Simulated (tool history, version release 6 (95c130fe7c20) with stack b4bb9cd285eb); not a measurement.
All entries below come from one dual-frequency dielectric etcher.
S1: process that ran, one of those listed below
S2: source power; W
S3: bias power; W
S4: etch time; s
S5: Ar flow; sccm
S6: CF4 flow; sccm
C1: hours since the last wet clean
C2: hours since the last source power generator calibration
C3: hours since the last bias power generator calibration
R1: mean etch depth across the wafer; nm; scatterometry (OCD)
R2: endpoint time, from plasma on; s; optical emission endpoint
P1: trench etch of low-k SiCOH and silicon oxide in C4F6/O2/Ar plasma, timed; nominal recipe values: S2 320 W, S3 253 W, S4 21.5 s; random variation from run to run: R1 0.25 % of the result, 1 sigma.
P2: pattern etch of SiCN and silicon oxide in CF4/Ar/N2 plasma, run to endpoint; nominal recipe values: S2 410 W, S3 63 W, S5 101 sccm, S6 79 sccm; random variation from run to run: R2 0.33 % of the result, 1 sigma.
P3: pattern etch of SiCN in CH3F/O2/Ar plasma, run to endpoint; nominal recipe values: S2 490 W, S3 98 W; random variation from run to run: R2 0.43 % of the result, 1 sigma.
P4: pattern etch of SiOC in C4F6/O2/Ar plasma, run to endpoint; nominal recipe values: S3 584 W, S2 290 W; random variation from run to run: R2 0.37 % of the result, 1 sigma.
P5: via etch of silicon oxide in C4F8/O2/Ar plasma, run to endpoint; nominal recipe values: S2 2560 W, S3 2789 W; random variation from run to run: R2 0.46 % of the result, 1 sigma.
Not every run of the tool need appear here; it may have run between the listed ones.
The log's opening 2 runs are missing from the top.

run 3 hour=9.9 | S1=P5 S2=2560 S3=3437 | C1=147.1 C2=1284.9 C3=1622.1 | R2=212.3100
run 4 hour=15.0 | S1=P2 S2=410 S3=63 S5=101 S6=79 | C1=152.2 C2=1290.0 C3=1627.2 | R2=10.9300
run 5 hour=18.5 | S1=P1 S2=320 S3=253 S4=31.0 | C1=155.7 C2=1293.5 C3=1630.7 | R1=97.992
run 6 hour=22.0 | S1=P2 S2=410 S3=63 S5=75 S6=79 | C1=159.2 C2=1297.0 C3=1634.2 | R2=10.5330
run 7 hour=27.4 | S1=P1 S2=320 S3=253 S4=21.5 | C1=164.6 C2=1302.4 C3=1639.6 | R1=68.158
run 8 hour=32.4 | S1=P1 S2=320 S3=305 S4=17.0 | C1=169.6 C2=1307.4 C3=1644.6 | R1=57.368
run 9 hour=35.3 | S1=P4 S2=410 S3=584 | C1=172.5 C2=1310.3 C3=1647.5 | R2=8.9699
run 10 hour=40.1 | S1=P5 S2=3620 S3=2789 | C1=177.3 C2=1315.1 C3=1652.3 | R2=196.9500
-- hour=43.3 wet clean of the chamber
run 11 hour=45.3 | S1=P1 S2=320 S3=253 S4=21.5 | C1=2.1 C2=1320.3 C3=1657.5 | R1=68.356
run 12 hour=48.1 | S1=P1 S2=320 S3=253 S4=13.0 | C1=4.9 C2=1323.1 C3=1660.3 | R1=41.158
run 13 hour=51.9 | S1=P2 S2=410 S3=63 S5=101 S6=79 | C1=8.7 C2=1326.9 C3=1664.1 | R2=11.0390
run 14 hour=56.2 | S1=P5 S2=2560 S3=2789 | C1=13.0 C2=1331.2 C3=1668.4 | R2=228.4700
run 15 hour=61.3 | S1=P4 S2=290 S3=770 | C1=18.1 C2=1336.3 C3=1673.5 | R2=9.1355
run 16 hour=64.5 | S1=P2 S2=410 S3=63 S5=101 S6=97 | C1=21.3 C2=1339.5 C3=1676.7 | R2=10.7050
run 17 hour=69.2 | S1=P1 S2=320 S3=327 S4=21.5 | C1=26.0 C2=1344.2 C3=1681.4 | R1=74.435
run 18 hour=73.7 | S1=P3 S2=490 S3=98 | C1=30.5 C2=1348.7 C3=1685.9 | R2=20.1370
run 19 hour=77.6 | S1=P3 S2=490 S3=124 | C1=34.4 C2=1352.6 C3=1689.8 | R2=18.3970
run 20 hour=80.0 | S1=P3 S2=690 S3=98 | C1=36.8 C2=1355.0 C3=1692.2 | R2=17.7610
run 21 hour=83.7 | S1=P1 S2=320 S3=166 S4=21.5 | C1=40.5 C2=1358.7 C3=1695.9 | R1=59.634
run 22 hour=89.0 | S1=P1 S2=320 S3=253 S4=21.5 | C1=45.8 C2=1364.0 C3=1701.2 | R1=68.375
run 23 hour=91.7 | S1=P5 S2=2560 S3=2789 | C1=48.5 C2=1366.7 C3=1703.9 | R2=228.2800
run 24 hour=94.2 | S1=P2 S2=410 S3=45 S5=101 S6=79 | C1=51.0 C2=1369.2 C3=1706.4 | R2=12.1930

What will run 25 give?
run 25 hour=99.4 | S1=P1 S2=450 S3=253 S4=21.5 | C1=56.2 C2=1374.4 C3=1711.6 | R1=?

R1: 77.280 nm
